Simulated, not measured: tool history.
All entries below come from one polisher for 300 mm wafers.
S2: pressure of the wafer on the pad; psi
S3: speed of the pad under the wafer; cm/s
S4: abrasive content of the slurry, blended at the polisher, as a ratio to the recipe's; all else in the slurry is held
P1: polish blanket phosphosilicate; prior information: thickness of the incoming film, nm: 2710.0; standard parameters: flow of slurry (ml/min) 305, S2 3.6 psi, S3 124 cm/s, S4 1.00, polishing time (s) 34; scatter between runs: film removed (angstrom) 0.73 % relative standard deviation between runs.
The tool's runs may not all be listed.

run 1 hour=8.5 | flow_of_slurry_(ml/min)=305 S2=3.6 S3=124 S4=1.00 polishing_time_(s)=34 | film_removed_(angstrom)=4014.9
run 2 hour=18.8 | flow_of_slurry_(ml/min)=305 S2=3.6 S3=124 S4=1.35 polishing_time_(s)=34 | film_removed_(angstrom)=4627.1
run 3 hour=32.7 | flow_of_slurry_(ml/min)=305 S2=3.6 S3=124 S4=1.00 polishing_time_(s)=34 | film_removed_(angstrom)=4017.1
-- hour=40.9 head pressure recalibrated
-- hour=42.1 conditioning disc replaced and pad reconditioned
run 4 hour=45.7 | flow_of_slurry_(ml/min)=185 S2=3.6 S3=124 S4=1.00 polishing_time_(s)=34 | film_removed_(angstrom)=3746.1
run 5 hour=58.6 | flow_of_slurry_(ml/min)=305 S2=3.6 S3=124 S4=1.00 polishing_time_(s)=34 | film_removed_(angstrom)=4002.8
run 6 hour=70.8 | flow_of_slurry_(ml/min)=305 S2=3.6 S3=124 S4=1.00 polishing_time_(s)=34 | film_removed_(angstrom)=4008.1
run 7 hour=79.2 | flow_of_slurry_(ml/min)=305 S2=3.6 S3=158 S4=1.00 polishing_time_(s)=18 | film_removed_(angstrom)=2597.3
run 8 hour=95.7 | flow_of_slurry_(ml/min)=305 S2=3.6 S3=124 S4=1.00 polishing_time_(s)=17 | film_removed_(angstrom)=2006.5
run 9 hour=108.3 | flow_of_slurry_(ml/min)=440 S2=3.6 S3=124 S4=1.00 polishing_time_(s)=34 | film_removed_(angstrom)=4110.3
run 10 hour=118.7 | flow_of_slurry_(ml/min)=305 S2=3.6 S3=76 S4=1.00 polishing_time_(s)=34 | film_removed_(angstrom)=2739.7
run 11 hour=128.2 | flow_of_slurry_(ml/min)=305 S2=3.6 S3=124 S4=0.50 polishing_time_(s)=34 | film_removed_(angstrom)=2752.7
run 12 hour=142.3 | flow_of_slurry_(ml/min)=305 S2=3.6 S3=124 S4=1.00 polishing_time_(s)=34 | film_removed_(angstrom)=3986.3
run 13 hour=157.4 | flow_of_slurry_(ml/min)=305 S2=4.7 S3=124 S4=1.00 polishing_time_(s)=34 | film_removed_(angstrom)=5197.5
run 14 hour=169.2 | flow_of_slurry_(ml/min)=305 S2=3.6 S3=160 S4=1.00 polishing_time_(s)=34 | film_removed_(angstrom)=4897.1
run 15 hour=186.3 | flow_of_slurry_(ml/min)=305 S2=1.9 S3=124 S4=1.00 polishing_time_(s)=34 | film_removed_(angstrom)=2111.9
run 16 hour=199.5 | flow_of_slurry_(ml/min)=305 S2=3.6 S3=124 S4=1.00 polishing_time_(s)=53 | film_removed_(angstrom)=6193.7
run 17 hour=212.9 | flow_of_slurry_(ml/min)=305 S2=3.6 S3=124 S4=1.00 polishing_time_(s)=34 | film_removed_(angstrom)=4021.7
run 18 hour=221.8 | flow_of_slurry_(ml/min)=305 S2=3.6 S3=124 S4=1.00 polishing_time_(s)=34 | film_removed_(angstrom)=3918.7
run 19 hour=229.8 | flow_of_slurry_(ml/min)=305 S2=3.6 S3=124 S4=1.00 polishing_time_(s)=34 | film_removed_(angstrom)=3806.9
run 20 hour=241.0 | flow_of_slurry_(ml/min)=305 S2=3.6 S3=124 S4=1.00 polishing_time_(s)=34 | film_removed_(angstrom)=3633.2
run 21 hour=253.2 | flow_of_slurry_(ml/min)=305 S2=3.6 S3=124 S4=1.00 polishing_time_(s)=34 | film_removed_(angstrom)=3694.4

The next listed run, before its measurement:
run 22 hour=265.6 | flow_of_slurry_(ml/min)=305 S2=3.6 S3=124 S4=1.00 polishing_time_(s)=34 | film_removed_(angstrom)=?

Logged for run 22: film removed (angstrom) 3624.4.

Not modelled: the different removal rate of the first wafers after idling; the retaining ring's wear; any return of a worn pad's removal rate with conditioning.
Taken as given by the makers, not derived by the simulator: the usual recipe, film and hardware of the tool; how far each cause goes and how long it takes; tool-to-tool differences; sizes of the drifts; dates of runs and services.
